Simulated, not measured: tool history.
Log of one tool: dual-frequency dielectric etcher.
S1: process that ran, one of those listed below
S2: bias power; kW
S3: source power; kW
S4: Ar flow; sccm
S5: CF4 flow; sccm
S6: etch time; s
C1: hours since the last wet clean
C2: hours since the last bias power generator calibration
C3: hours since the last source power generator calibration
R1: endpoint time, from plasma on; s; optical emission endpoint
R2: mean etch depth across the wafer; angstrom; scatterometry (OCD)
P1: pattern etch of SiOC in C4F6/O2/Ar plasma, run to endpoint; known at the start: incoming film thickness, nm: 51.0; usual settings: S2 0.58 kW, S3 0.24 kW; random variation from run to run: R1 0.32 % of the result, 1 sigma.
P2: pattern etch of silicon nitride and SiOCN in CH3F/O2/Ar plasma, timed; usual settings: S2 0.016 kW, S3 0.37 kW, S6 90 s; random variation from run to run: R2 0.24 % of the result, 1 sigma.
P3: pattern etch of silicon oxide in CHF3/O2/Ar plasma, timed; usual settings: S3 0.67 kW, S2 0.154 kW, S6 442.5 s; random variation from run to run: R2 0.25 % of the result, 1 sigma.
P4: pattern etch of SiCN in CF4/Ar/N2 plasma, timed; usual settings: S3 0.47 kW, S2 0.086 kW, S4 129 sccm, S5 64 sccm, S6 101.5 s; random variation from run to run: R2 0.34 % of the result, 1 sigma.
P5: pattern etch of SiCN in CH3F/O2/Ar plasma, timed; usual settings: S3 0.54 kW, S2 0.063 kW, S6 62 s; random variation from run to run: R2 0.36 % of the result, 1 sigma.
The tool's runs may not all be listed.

run   hour  S1     S2    S3   S4  S5     S6     C1     C2      C3      R1      R2
  1    3.5  P1   0.58  0.24                   78.3  839.8  2203.7  19.288
  2    5.6  P4  0.086  0.47  129  64   62.5   80.4  841.9  2205.8          553.59
  3    9.9  P3  0.154  0.67           442.5   84.7  846.2  2210.1          8827.7
  4   12.6  P1   0.58  0.15                   87.4  848.9  2212.8  22.831
  5   16.8  P5  0.063  0.54              62   91.6  853.1    2217          250.54
  6   21.2  P3  0.154  0.67             662     96  857.5  2221.4           13238
  7   25.6  P5  0.063  0.39              62  100.4  861.9  2225.8          221.42
  8   27.8  P1  0.805  0.24                  102.6  864.1    2228  16.895
  9   32.3  P5  0.078  0.54              62  107.1  868.6  2232.5          270.84
 10   36.4  P5  0.063  0.54              62  111.2  872.7  2236.6          251.09
 11   39.7  P1   0.58  0.24                  114.5    876  2239.9   19.32
 12   42.7  P5  0.063  0.54              93  117.5    879  2242.9          376.86
 13   45.3  P4  0.086  0.61  129  64  101.5  120.1  881.6  2245.5          1130.7
 14     48  P1  0.418  0.31                  122.8  884.3  2248.2  19.856
 15   51.8  P1   0.58   0.3                  126.6  888.1    2252  17.784
 16   55.8  P1  0.381  0.24                  130.6  892.1    2256  22.729
 17     60  P3  0.154  0.67           442.5  134.8  896.3  2260.2          8846.9
 18   63.1  P1   0.58  0.24                  137.9  899.4  2263.3  19.334
 19   67.5  P2  0.016  0.37              90  142.3  903.8  2267.7          98.327
 20   69.9  P4  0.086  0.47  163  64  101.5  144.7  906.2  2270.1          866.13
 21   73.5  P3  0.154  0.44           442.5  148.3  909.8  2273.7          7501.6
 22   77.4  P1   0.45  0.18                  152.2  913.7  2277.6  23.452
      79.7  -- wet clean of the chamber
 23   80.8  P1   0.58  0.24                    1.2  917.1    2281  19.252
 24   83.6  P3  0.195  0.67           442.5      4  919.9  2283.8          9509.5
 25   87.5  P4  0.058  0.47  129  64  101.5    7.9  923.8  2287.7          779.57
 26   89.7  P2  0.016  0.37              54   10.1    926  2289.9           59.06
 27   92.9  P2  0.016  0.44              90   13.3  929.2  2293.1          104.79
 28     96  P4  0.086  0.47  129  64  101.5   16.4  932.3  2296.2          901.63
 29   98.5  P4  0.086  0.47  129  46  101.5   18.9  934.8  2298.7          855.95
 30  100.5  P2   0.01  0.37              90   20.9  936.8  2300.7          81.864
 31  104.4  P1  0.769  0.16                   24.8  940.7  2304.6  19.817
 32  107.5  P1   0.58  0.24                   27.9  943.8  2307.7  19.186
 33  110.2  P1   0.58  0.24                   30.6  946.5  2310.4  19.095
 34  113.5  P1   0.58  0.24                   33.9  949.8  2313.7  19.113
 35  117.1  P1   0.58  0.24                   37.5  953.4  2317.3  19.039
 36  119.2  P1   0.58  0.24                   39.6  955.5  2319.4  19.079
     119.7  -- wet clean of the chamber
 37  122.6  P1   0.58  0.24                      3  958.9  2322.8  19.014
 38  124.8  P1   0.58  0.24                    5.2  961.1    2325  19.011
 39  128.3  P1   0.58  0.24                    8.7  964.6  2328.5  18.878
 40  132.6  P1   0.58  0.24                     13  968.9  2332.8  19.001

What P1 gives has crept away from where it was. These 2 causes fit the log equally well, each at the size given:
A: source power that arrives over what is set, % = 4.57
B: bias power that arrives over what is set, % = 4.24
The creep began at about hour 107.5.
Why every other cause is out:
chamber walls in a state that raises the etch rate, %: serviced at hour 119.7, which brought nothing back

4 check runs are offered, each on 2 wafers whose results are averaged, their results left as question marks. Which one tells the causes apart?
check 1  136.9  P5  0.063  0.54              62                   ?
check 2  136.9  P3  0.154  0.67           442.5                   ?
check 3  136.9  P2  0.016  0.37              90                   ?
check 4  136.9  P4  0.086  0.47  129  64  101.5                   ?

What each check would give under each cause:
  check  result    if A    if B
check 1      R2   255.5   254.7
check 2      R2  8990.3  8955.9
check 3      R2  100.22  100.36
check 4      R2  936.42  915.03
How far apart the two closest causes lie, in the result that separates them most: check 1 0.31 %; check 2 0.38 %; check 3 0.14 %; check 4 2.31 %
Check 4 tells the causes apart: in the others they would give nearly the same result.

Check 4 was then run and gave: R2 915.62 angstrom. Which cause is it?

It is B: bias power that arrives over what is set, %.
